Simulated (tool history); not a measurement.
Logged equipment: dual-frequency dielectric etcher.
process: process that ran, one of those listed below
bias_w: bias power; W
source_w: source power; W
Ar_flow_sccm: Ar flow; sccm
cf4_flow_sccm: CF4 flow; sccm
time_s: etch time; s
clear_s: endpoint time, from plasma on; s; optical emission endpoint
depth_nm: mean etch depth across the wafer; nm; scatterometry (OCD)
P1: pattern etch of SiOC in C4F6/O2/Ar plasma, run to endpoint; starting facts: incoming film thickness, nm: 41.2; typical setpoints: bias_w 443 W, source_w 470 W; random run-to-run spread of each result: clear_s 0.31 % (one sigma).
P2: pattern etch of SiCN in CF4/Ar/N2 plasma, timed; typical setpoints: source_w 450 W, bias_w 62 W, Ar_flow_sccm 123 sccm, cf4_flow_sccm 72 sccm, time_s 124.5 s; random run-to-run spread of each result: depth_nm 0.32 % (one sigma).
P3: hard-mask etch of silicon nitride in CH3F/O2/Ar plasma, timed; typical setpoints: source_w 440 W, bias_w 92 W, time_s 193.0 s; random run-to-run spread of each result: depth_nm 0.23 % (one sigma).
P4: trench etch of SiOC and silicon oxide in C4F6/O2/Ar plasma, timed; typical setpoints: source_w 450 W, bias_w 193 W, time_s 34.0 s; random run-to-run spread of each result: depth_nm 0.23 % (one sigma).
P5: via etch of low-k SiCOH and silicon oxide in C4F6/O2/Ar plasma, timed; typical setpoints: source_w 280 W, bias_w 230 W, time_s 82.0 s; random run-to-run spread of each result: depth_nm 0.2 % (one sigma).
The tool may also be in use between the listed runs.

run	day	process	bias_w	source_w	Ar_flow_sccm	cf4_flow_sccm	time_s	hours since the last wet clean	hours since the last bias power generator calibration	hours since the last source power generator calibration	clear_s	depth_nm
1	0.192	P1	443	470				71.0	1350.2	942.3	13.711	
2	0.517	P2	74	450	123	72	124.5	78.8	1358.0	950.1		104.830
3	0.804	P4	193	360			34.0	85.7	1364.9	957.0		66.644
4	1.129	P2	62	560	123	72	124.5	93.5	1372.7	964.8		120.560
5	1.271	P1	443	470				96.9	1376.1	968.2	13.796	
6	1.454	P4	154	450			34.0	101.3	1380.5	972.6		67.689
7	1.679	P3	126	440			193.0	106.7	1385.9	978.0		172.130
8	1.950	P2	62	450	164	72	124.5	113.2	1392.4	984.5		94.143
9	2.175	P3	92	440			193.0	118.6	1397.8	989.9		153.240
10	2.346	P5	230	360			82.0	122.7	1401.9	994.0		237.050
11	2.612	P1	323	570				129.1	1408.3	1000.4	14.239	
12	2.829	P2	62	450	123	72	80.5	134.3	1413.5	1005.6		64.133
13	3.121	P1	443	470				141.3	1420.5	1012.6	13.686	
14	3.350	P1	547	470				146.8	1426.0	1018.1	12.589	
15	3.600	P1	443	470				152.8	1432.0	1024.1	13.683	
16	3.833	P5	230	280			107.0	158.4	1437.6	1029.7		280.380
17	4.033	P3	92	440			237.5	163.2	1442.4	1034.5		189.100
# day 4.121: source power generator calibrated
18	4.208	P5	146	280			82.0	167.4	1446.6	2.1		185.690
19	4.388	P4	193	450			34.0	171.7	1450.9	6.4		72.801
20	4.592	P1	443	470				176.6	1455.8	11.3	13.701	
21	4.904	P4	193	450			21.0	184.1	1463.3	18.8		44.880
22	5.238	P2	62	450	123	57	124.5	192.1	1471.3	26.8		94.587
23	5.408	P1	443	320				196.2	1475.4	30.9	15.832	
24	5.571	P1	315	470				200.1	1479.3	34.8	15.452	
25	5.867	P1	443	570				207.2	1486.4	41.9	12.827	
26	6.183	P3	92	590			193.0	214.8	1494.0	49.5		171.540
27	6.496	P5	230	280			82.0	222.3	1501.5	57.0		214.680
28	6.767	P2	62	450	123	72	124.5	228.8	1508.0	63.5		98.397
29	7.079	P5	230	280			82.0	236.3	1515.5	71.0		215.380
30	7.283	P1	443	470				241.2	1520.4	75.9	13.716	
31	7.504	P1	443	470				246.5	1525.7	81.2	13.705	
32	7.767	P1	443	470				252.8	1532.0	87.5	13.640	
33	8.058	P1	443	470				259.8	1539.0	94.5	13.564	
# day 8.188: wet clean of the chamber
34	8.212	P1	443	470				0.6	1542.7	98.2	13.553	
35	8.442	P1	443	470				6.1	1548.2	103.7	13.450	
36	8.733	P1	443	470				13.1	1555.2	110.7	13.528	
37	8.908	P1	443	470				17.3	1559.4	114.9	13.440	
38	9.062	P1	443	470				21.0	1563.1	118.6	13.442	

P1 has crept away from where it was. The log is fitted equally well by each of these 2 causes, at the sizes shown:
A: source power that arrives over what is set, % = 4.26
B: bias power that arrives over what is set, % = 4.35
The drift started at roughly day 7.504.
Every other cause this tool's parts could produce, and why it does not fit the log:
chamber walls in a state that raises the etch rate, %: serviced at day 8.188, after the drift had started, without restoring the earlier output

Which of the 4 check runs listed below, each an average over 2 wafers with its results shown as question marks, gives clearly different results under the different listed causes?
check 1	9.217	P5	230	280			82.0					?
check 2	9.217	P2	62	450	123	72	124.5					?
check 3	9.217	P3	92	440			193.0					?
check 4	9.217	P4	193	450			34.0					?

What each check would give under each cause:
check	result	if A	if B
check 1	depth_nm	218.440	218.140
check 2	depth_nm	102.370	100.160
check 3	depth_nm	155.690	155.650
check 4	depth_nm	73.930	73.739
How far apart the two closest causes lie, in the result that separates them most: check 1 0.14 %; check 2 2.19 %; check 3 0.03 %; check 4 0.26 %
The other checks would show nearly matching results whichever cause is true, so check 2 is the only one that separates the causes.

Check 2 has now been run. It gave: depth_nm 102.680 nm. Which of the candidate causes is it?

The correct cause is A, namely: source power that arrives over what is set, %.
